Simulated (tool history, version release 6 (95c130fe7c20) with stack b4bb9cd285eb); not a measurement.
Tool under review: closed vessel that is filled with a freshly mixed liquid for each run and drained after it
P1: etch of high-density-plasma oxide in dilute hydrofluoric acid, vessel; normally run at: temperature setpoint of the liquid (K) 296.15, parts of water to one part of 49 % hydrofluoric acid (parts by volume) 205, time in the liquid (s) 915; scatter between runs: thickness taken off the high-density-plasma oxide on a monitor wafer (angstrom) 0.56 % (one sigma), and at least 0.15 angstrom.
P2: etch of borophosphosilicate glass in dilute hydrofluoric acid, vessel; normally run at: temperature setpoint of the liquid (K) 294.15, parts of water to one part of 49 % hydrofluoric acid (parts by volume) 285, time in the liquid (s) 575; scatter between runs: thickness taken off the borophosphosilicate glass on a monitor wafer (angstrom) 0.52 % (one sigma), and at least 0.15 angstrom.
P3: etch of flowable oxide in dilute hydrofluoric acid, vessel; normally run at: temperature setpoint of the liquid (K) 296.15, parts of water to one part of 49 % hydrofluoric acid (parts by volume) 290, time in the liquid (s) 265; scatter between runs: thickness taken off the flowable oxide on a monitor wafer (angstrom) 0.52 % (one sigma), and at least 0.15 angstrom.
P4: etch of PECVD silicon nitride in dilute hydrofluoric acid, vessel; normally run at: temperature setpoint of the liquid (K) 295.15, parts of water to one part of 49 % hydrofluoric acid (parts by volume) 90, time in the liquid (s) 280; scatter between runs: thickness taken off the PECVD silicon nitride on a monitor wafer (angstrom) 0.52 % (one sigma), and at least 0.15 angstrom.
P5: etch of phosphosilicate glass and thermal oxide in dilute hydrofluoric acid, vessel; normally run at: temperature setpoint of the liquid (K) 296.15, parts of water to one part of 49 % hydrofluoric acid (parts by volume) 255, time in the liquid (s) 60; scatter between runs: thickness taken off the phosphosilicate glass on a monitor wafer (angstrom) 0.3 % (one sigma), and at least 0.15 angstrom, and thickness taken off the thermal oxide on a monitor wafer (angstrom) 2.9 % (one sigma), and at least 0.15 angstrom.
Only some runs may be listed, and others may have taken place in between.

run   hour  process that ran  temperature setpoint of the liquid (K)  parts of water to one part of 49 % hydrofluoric acid (parts by volume)  time in the liquid (s)  hours since the thermometer was replaced  hours since the hydrofluoric acid flow meter was replaced  thickness taken off the high-density-plasma oxide on a monitor wafer (angstrom)  thickness taken off the borophosphosilicate glass on a monitor wafer (angstrom)  thickness taken off the flowable oxide on a monitor wafer (angstrom)  thickness taken off the PECVD silicon nitride on a monitor wafer (angstrom)  thickness taken off the phosphosilicate glass on a monitor wafer (angstrom)  thickness taken off the thermal oxide on a monitor wafer (angstrom)
  1   10.9                P1                                  296.15                                                                     205                     915                                    1608.1                                                      778.9                                                                           329.11
  2   20.1                P1                                  300.65                                                                     205                     275                                    1617.3                                                      788.1                                                                           116.32
  3   33.1                P2                                  294.15                                                                     285                     575                                    1630.3                                                      801.1                                                                                                                                                            380.65
  4   44.3                P1                                  296.15                                                                     205                    1765                                    1641.5                                                      812.3                                                                           634.12
  5   56.5                P3                                  290.15                                                                     290                     265                                    1653.7                                                      824.5                                                                                                                                                                                                                                 238.700
  6   67.6                P1                                  296.15                                                                     205                     915                                    1664.8                                                      835.6                                                                           331.90
  7   77.4                P1                                  296.15                                                                     205                     915                                    1674.6                                                      845.4                                                                           331.06
  8   86.7                P4                                  295.15                                                                      90                     280                                    1683.9                                                      854.7                                                                                                                                                                                                                                                                                                               74.473
  9   98.2                P1                                  302.65                                                                     205                    1725                                    1695.4                                                      866.2                                                                           789.72
 10  107.7                P3                                  296.15                                                                     180                     265                                    1704.9                                                      875.7                                                                                                                                                                                                                                 537.210
 11  121.1                P3                                  296.15                                                                     290                     265                                    1718.3                                                      889.1                                                                                                                                                                                                                                 296.940
 12  133.0                P1                                  296.15                                                                     205                     915                                    1730.2                                                      901.0                                                                           329.31
 13  145.5                P2                                  290.15                                                                     285                     575                                    1742.7                                                      913.5                                                                                                                                                            329.56
 14  153.9                P2                                  294.15                                                                     285                     575                                    1751.1                                                      921.9                                                                                                                                                            379.47
 15  161.3                P4                                  295.15                                                                      90                     465                                    1758.5                                                      929.3                                                                                                                                                                                                                                                                                                              124.830
 16  168.3                P4                                  290.15                                                                      90                     280                                    1765.5                                                      936.3                                                                                                                                                                                                                                                                                                               53.384
 17  177.1                P3                                  296.15                                                                     290                     265                                    1774.3                                                      945.1                                                                                                                                                                                                                                 295.610
 18  188.2                P1                                  290.65                                                                     205                     915                                    1785.4                                                      956.2                                                                           269.82
 19  194.7                P5                                  290.15                                                                     255                      60                                    1791.9                                                      962.7                                                                                                                                                                                                                                                                                                                                                                                            162.74                                                               6.4124
 20  205.9                P4                                  295.15                                                                      40                     280                                    1803.1                                                      973.9                                                                                                                                                                                                                                                                                                              164.900
 21  218.6                P1                                  292.65                                                                     135                     915                                    1815.8                                                      986.6                                                                           473.86
 22  230.2                P1                                  296.15                                                                     205                     915                                    1827.4                                                      998.2                                                                           330.97
 23  239.3                P2                                  294.15                                                                     455                     575                                    1836.5                                                     1007.3                                                                                                                                                            205.06
 24  250.0                P1                                  301.15                                                                     205                     915                                    1847.2                                                     1018.0                                                                           395.66
 25  257.0                P2                                  294.15                                                                     285                     245                                    1854.2                                                     1025.0                                                                                                                                                            161.06
 26  269.6                P1                                  296.15                                                                      55                     915                                    1866.8                                                     1037.6                                                                          1451.30
 27  276.3                P5                                  296.15                                                                     255                      60                                    1873.5                                                     1044.3                                                                                                                                                                                                                                                                                                                                                                                            204.02                                                               8.7878
 28  289.1                P1                                  296.15                                                                     325                     915                                    1886.3                                                     1057.1                                                                           185.36
 29  295.0                P1                                  296.15                                                                     205                     455                                    1892.2                                                     1063.0                                                                           165.09
 30  302.0                P5                                  296.15                                                                     255                      30                                    1899.2                                                     1070.0                                                                                                                                                                                                                                                                                                                                                                                            102.72                                                               4.1287
 31  309.8                P3                                  296.15                                                                     290                      75                                    1907.0                                                     1077.8                                                                                                                                                                                                                                  85.332
 32  317.6                P5                                  296.15                                                                     405                      60                                    1914.8                                                     1085.6                                                                                                                                                                                                                                                                                                                                                                                            111.29                                                               4.8670
 33  328.0                P1                                  296.15                                                                     205                     915                                    1925.2                                                     1096.0                                                                           333.96
 34  341.4                P1                                  296.15                                                                     205                     915                                    1938.6                                                     1109.4                                                                           330.17
 35  351.2                P1                                  296.15                                                                     205                     915                                    1948.4                                                     1119.2                                                                           341.39
 36  357.9                P1                                  296.15                                                                     205                     915                                    1955.1                                                     1125.9                                                                           345.08
 37  367.9                P1                                  296.15                                                                     205                     915                                    1965.1                                                     1135.9                                                                           351.04
 38  379.5                P1                                  296.15                                                                     205                     915                                    1976.7                                                     1147.5                                                                           356.98
 39  388.8                P1                                  296.15                                                                     205                     915                                    1986.0                                                     1156.8                                                                           352.90
 40  397.6                P1                                  296.15                                                                     205                     915                                    1994.8                                                     1165.6                                                                           355.81
 41  405.1                P1                                  296.15                                                                     205                     915                                    2002.3                                                     1173.1                                                                           357.47
 42  417.9                P1                                  296.15                                                                     205                     915                                    2015.1                                                     1185.9                                                                           359.84
 43  424.8                P1                                  296.15                                                                     205                     915                                    2022.0                                                     1192.8                                                                           358.56

P1 has crept away from where it was. The log is fitted equally well by each of these 2 causes, at the sizes shown:
A: liquid hotter than its thermometer reads (K) = 2.16
B: hydrofluoric acid flow above the setpoint (%) = 6.79
The process output started creeping at around hour 341.4.

Each of the 4 check runs below uses one wafer; its results are left as question marks. Which run tells the causes apart?
check 1  431.7                P5                                  296.15                                                                     255                      60                                                                                                                                                                                                                                                                                                                                                                                                                                                                                                      ?                                                                    ?
check 2  431.7                P3                                  296.15                                                                     290                     265                                                                                                                                                                                                                                                                                                                                            ?
check 3  431.7                P2                                  294.15                                                                     285                     575                                                                                                                                                                                                                                                                      ?
check 4  431.7                P4                                  295.15                                                                      90                     280                                                                                                                                                                                                                                                                                                                                                                                                                         ?

What every check run would give for each of its results, assuming each possible cause in turn:
  check                                                                           result     if A     if B
check 1      thickness taken off the phosphosilicate glass on a monitor wafer (angstrom)   220.80   221.88
check 1              thickness taken off the thermal oxide on a monitor wafer (angstrom)   9.1483   9.1932
check 2             thickness taken off the flowable oxide on a monitor wafer (angstrom)  320.630  323.260
check 3  thickness taken off the borophosphosilicate glass on a monitor wafer (angstrom)   410.72   412.81
check 4      thickness taken off the PECVD silicon nitride on a monitor wafer (angstrom)   86.632   80.001
Gap, in per cent, between the two causes that each check separates least, read from the result that separates them most: check 1 0.49 %; check 2 0.82 %; check 3 0.51 %; check 4 7.96 %
Of the check runs offered, only check 4 discriminates between the causes; the rest would read about the same regardless of which cause applies.

Check 4 was carried out, with these results: thickness taken off the PECVD silicon nitride on a monitor wafer (angstrom) 86.666. Which of the listed causes is responsible?

Of the candidate causes, it is A: liquid hotter than its thermometer reads (K).
